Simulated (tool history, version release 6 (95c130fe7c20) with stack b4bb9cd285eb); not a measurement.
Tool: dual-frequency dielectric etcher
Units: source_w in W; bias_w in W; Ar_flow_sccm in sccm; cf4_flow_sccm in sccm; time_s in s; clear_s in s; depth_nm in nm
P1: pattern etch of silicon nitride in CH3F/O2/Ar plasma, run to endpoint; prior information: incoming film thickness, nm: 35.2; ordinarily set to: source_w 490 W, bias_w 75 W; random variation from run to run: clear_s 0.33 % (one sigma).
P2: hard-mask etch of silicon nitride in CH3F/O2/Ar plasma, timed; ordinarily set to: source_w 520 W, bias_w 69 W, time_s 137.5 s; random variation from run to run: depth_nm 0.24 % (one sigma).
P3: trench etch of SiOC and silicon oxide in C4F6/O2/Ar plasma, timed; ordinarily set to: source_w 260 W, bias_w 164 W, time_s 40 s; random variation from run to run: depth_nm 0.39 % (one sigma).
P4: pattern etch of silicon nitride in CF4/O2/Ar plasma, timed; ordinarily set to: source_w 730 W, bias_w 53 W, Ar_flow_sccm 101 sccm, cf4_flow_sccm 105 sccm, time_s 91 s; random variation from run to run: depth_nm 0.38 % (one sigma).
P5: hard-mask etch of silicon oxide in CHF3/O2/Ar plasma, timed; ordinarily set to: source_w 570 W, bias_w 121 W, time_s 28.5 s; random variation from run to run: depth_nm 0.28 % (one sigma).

run 1 day=0.483 | process=P1 source_w=490 bias_w=75 | clear_s=46.286
run 2 day=0.875 | process=P4 source_w=730 bias_w=53 Ar_flow_sccm=101 cf4_flow_sccm=105 time_s=119.5 | depth_nm=330.09
run 3 day=1.35 | process=P3 source_w=260 bias_w=164 time_s=40 | depth_nm=67.211
run 4 day=2.008 | process=P4 source_w=470 bias_w=53 Ar_flow_sccm=101 cf4_flow_sccm=105 time_s=91 | depth_nm=170.39
run 5 day=2.5 | process=P3 source_w=260 bias_w=164 time_s=40 | depth_nm=66.797
run 6 day=2.975 | process=P2 source_w=700 bias_w=69 time_s=137.5 | depth_nm=119.71
run 7 day=3.4 | process=P2 source_w=520 bias_w=69 time_s=137.5 | depth_nm=107.04
run 8 day=3.996 | process=P5 source_w=570 bias_w=171 time_s=28.5 | depth_nm=55.129
run 9 day=4.483 | process=P4 source_w=730 bias_w=53 Ar_flow_sccm=101 cf4_flow_sccm=81 time_s=91 | depth_nm=244.45
run 10 day=4.962 | process=P1 source_w=490 bias_w=75 | clear_s=46.157
run 11 day=5.471 | process=P4 source_w=730 bias_w=53 Ar_flow_sccm=101 cf4_flow_sccm=105 time_s=91 | depth_nm=251.91
run 12 day=5.838 | process=P2 source_w=520 bias_w=92 time_s=137.5 | depth_nm=118.16
run 13 day=6.371 | process=P4 source_w=730 bias_w=53 Ar_flow_sccm=70 cf4_flow_sccm=105 time_s=91 | depth_nm=260.51
run 14 day=7.025 | process=P1 source_w=320 bias_w=97 | clear_s=49.199
run 15 day=7.588 | process=P5 source_w=570 bias_w=121 time_s=37 | depth_nm=64.405
run 16 day=8.354 | process=P1 source_w=490 bias_w=75 | clear_s=46.03
run 17 day=9.042 | process=P1 source_w=490 bias_w=106 | clear_s=40.721
-- day=9.562 bias power generator calibrated
run 18 day=9.617 | process=P3 source_w=260 bias_w=164 time_s=56.5 | depth_nm=95.376
run 19 day=9.992 | process=P1 source_w=490 bias_w=75 | clear_s=46.113
run 20 day=10.517 | process=P5 source_w=570 bias_w=121 time_s=28.5 | depth_nm=49.354
run 21 day=10.942 | process=P3 source_w=260 bias_w=232 time_s=40 | depth_nm=75.623
run 22 day=11.362 | process=P4 source_w=730 bias_w=72 Ar_flow_sccm=101 cf4_flow_sccm=105 time_s=91 | depth_nm=282.85
run 23 day=11.883 | process=P3 source_w=350 bias_w=164 time_s=40 | depth_nm=75.282
run 24 day=12.404 | process=P5 source_w=570 bias_w=121 time_s=28.5 | depth_nm=49.197
run 25 day=13.104 | process=P1 source_w=400 bias_w=75 | clear_s=49.617
run 26 day=13.771 | process=P1 source_w=490 bias_w=54 | clear_s=51.32
run 27 day=14.508 | process=P5 source_w=780 bias_w=121 time_s=28.5 | depth_nm=56.167
run 28 day=15.204 | process=P1 source_w=580 bias_w=90 | clear_s=40.68
run 29 day=15.725 | process=P1 source_w=680 bias_w=75 | clear_s=40.661
run 30 day=16.488 | process=P4 source_w=730 bias_w=53 Ar_flow_sccm=101 cf4_flow_sccm=105 time_s=91 | depth_nm=250.7
run 31 day=16.838 | process=P2 source_w=520 bias_w=69 time_s=197 | depth_nm=153.96
run 32 day=17.433 | process=P1 source_w=490 bias_w=75 | clear_s=46.456
run 33 day=18.025 | process=P2 source_w=520 bias_w=69 time_s=137.5 | depth_nm=107.5
run 34 day=18.429 | process=P1 source_w=490 bias_w=75 | clear_s=45.989
run 35 day=19.158 | process=P1 source_w=490 bias_w=75 | clear_s=46.434
run 36 day=19.867 | process=P1 source_w=490 bias_w=75 | clear_s=46.566
run 37 day=20.254 | process=P1 source_w=490 bias_w=75 | clear_s=46.613
-- day=20.533 wet clean of the chamber
run 38 day=20.771 | process=P1 source_w=490 bias_w=75 | clear_s=46.657

Expected results for the next run?
run 39 day=21.379 | process=P1 source_w=490 bias_w=75 | clear_s=?

{"run 39": {"clear_s": 46.63}}
